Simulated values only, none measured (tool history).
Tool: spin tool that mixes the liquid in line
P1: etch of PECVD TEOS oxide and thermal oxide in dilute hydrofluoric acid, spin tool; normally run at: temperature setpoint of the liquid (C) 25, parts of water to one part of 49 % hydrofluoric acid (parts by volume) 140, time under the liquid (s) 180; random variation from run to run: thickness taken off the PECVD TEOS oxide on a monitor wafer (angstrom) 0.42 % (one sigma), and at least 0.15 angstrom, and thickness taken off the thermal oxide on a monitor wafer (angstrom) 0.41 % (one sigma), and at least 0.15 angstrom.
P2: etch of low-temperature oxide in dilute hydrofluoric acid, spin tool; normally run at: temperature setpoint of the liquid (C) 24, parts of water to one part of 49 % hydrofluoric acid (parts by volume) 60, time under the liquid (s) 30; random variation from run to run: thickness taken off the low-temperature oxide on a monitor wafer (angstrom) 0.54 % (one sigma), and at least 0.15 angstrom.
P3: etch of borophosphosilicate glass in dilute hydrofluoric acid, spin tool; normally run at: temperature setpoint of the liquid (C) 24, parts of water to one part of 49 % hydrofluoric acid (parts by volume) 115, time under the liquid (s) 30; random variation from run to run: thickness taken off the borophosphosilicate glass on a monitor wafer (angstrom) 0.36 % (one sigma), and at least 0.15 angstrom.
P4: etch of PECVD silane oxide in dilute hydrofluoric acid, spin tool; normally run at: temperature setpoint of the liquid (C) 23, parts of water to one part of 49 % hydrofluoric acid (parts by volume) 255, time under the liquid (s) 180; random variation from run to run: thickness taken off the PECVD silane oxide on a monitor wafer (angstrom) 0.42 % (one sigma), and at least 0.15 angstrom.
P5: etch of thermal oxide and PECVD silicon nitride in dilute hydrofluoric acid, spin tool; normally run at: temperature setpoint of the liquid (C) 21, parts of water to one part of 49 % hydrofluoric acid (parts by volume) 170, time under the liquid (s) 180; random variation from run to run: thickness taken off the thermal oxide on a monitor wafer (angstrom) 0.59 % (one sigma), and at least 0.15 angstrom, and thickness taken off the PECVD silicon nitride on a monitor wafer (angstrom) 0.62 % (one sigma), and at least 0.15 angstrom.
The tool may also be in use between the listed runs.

| run | day | process that ran | temperature setpoint of the liquid (C) | parts of water to one part of 49 % hydrofluoric acid (parts by volume) | time under the liquid (s) | hours since the thermometer was replaced | hours since the hydrofluoric acid flow meter was replaced | thickness taken off the PECVD TEOS oxide on a monitor wafer (angstrom) | thickness taken off the thermal oxide on a monitor wafer (angstrom) | thickness taken off the borophosphosilicate glass on a monitor wafer (angstrom) | thickness taken off the PECVD silane oxide on a monitor wafer (angstrom) | thickness taken off the PECVD silicon nitride on a monitor wafer (angstrom) | thickness taken off the low-temperature oxide on a monitor wafer (angstrom) |
|---|---|---|---|---|---|---|---|---|---|---|---|---|---|
| 1 | 0.375 | P1 | 25 | 140 | 180 | 696.7 | 152.7 | 178.79 | 62.921 |  |  |  |  |
| 2 | 0.783 | P3 | 24 | 115 | 30 | 706.5 | 162.5 |  |  | 140.69 |  |  |  |
| 3 | 1.112 | P1 | 25 | 140 | 355 | 714.4 | 170.4 | 352.67 | 124.62 |  |  |  |  |
| 4 | 1.388 | P4 | 18.5 | 255 | 180 | 721 | 177 |  |  |  | 243.98 |  |  |
| 5 | 1.742 | P1 | 25 | 245 | 180 | 729.5 | 185.5 | 91.417 | 32.409 |  |  |  |  |
| 6 | 2.229 | P1 | 25 | 45 | 180 | 741.2 | 197.2 | 623.08 | 221.87 |  |  |  |  |
| 7 | 2.504 | P1 | 20 | 140 | 180 | 747.8 | 203.8 | 147.37 | 52.182 |  |  |  |  |
| 8 | 2.838 | P5 | 21 | 170 | 180 | 755.8 | 211.8 |  | 41.094 |  |  | 49.466 |  |
| 9 | 3.329 | P4 | 23 | 255 | 15 | 767.6 | 223.6 |  |  |  | 24.297 |  |  |
| 10 | 3.633 | P1 | 25 | 140 | 180 | 774.9 | 230.9 | 177.89 | 62.918 |  |  |  |  |
| 11 | 4.067 | P1 | 25 | 140 | 180 | 785.3 | 241.3 | 179.41 | 62.336 |  |  |  |  |
| 12 | 4.433 | P5 | 21 | 275 | 180 | 794.1 | 250.1 |  | 23.016 |  |  | 30.979 |  |
| 13 | 4.796 | P4 | 23 | 255 | 180 | 802.8 | 258.8 |  |  |  | 287.99 |  |  |
| 14 | 5.271 | P5 | 21 | 170 | 15 | 814.2 | 270.2 |  | 3.2964 |  |  | 4.2116 |  |
| 15 | 5.717 | P1 | 25 | 140 | 180 | 824.9 | 280.9 | 179.46 | 62.95 |  |  |  |  |
| 16 | 6.067 | P1 | 25 | 140 | 180 | 833.3 | 289.3 | 178.08 | 62.442 |  |  |  |  |
| 17 | 6.458 | P2 | 30.5 | 60 | 30 | 842.7 | 298.7 |  |  |  |  |  | 191.84 |
| 18 | 6.725 | P1 | 25 | 140 | 60 | 849.1 | 305.1 | 59.415 | 21.162 |  |  |  |  |
| 19 | 6.975 | P2 | 24 | 95 | 30 | 855.1 | 311.1 |  |  |  |  |  | 89.791 |
| 20 | 7.246 | P4 | 23 | 460 | 180 | 861.6 | 317.6 |  |  |  | 133.46 |  |  |
| 21 | 7.712 | P2 | 24 | 60 | 15 | 872.8 | 328.8 |  |  |  |  |  | 74.011 |
| 22 | 7.971 | P3 | 24 | 210 | 30 | 879 | 335 |  |  | 69.229 |  |  |  |
| 23 | 8.204 | P2 | 24 | 60 | 30 | 884.6 | 340.6 |  |  |  |  |  | 149.42 |
| 24 | 8.471 | P1 | 25 | 70 | 265 | 891 | 347 | 570.76 | 202.7 |  |  |  |  |
| 25 | 8.779 | P1 | 25 | 140 | 180 | 898.4 | 354.4 | 178.14 | 62.866 |  |  |  |  |
| 26 | 9.171 | P3 | 24 | 115 | 55 | 907.8 | 363.8 |  |  | 258.65 |  |  |  |
| 27 | 9.508 | P1 | 30.5 | 140 | 180 | 915.9 | 371.9 | 219.15 | 77.406 |  |  |  |  |
| 28 | 9.733 | P5 | 21 | 170 | 180 | 921.3 | 377.3 |  | 40.467 |  |  | 49.14 |  |
| 29 | 10.15 | P4 | 23 | 255 | 180 | 931.3 | 387.3 |  |  |  | 289.19 |  |  |
| 30 | 10.367 | P1 | 25 | 140 | 180 | 936.5 | 392.5 | 178.6 | 63.121 |  |  |  |  |

The next listed run, before its measurement:
| 31 | 10.842 | P3 | 17 | 115 | 30 | 947.9 | 403.9 |  |  | ? |  |  |  |

Run 31 gave thickness taken off the borophosphosilicate glass on a monitor wafer (angstrom) 105.03.
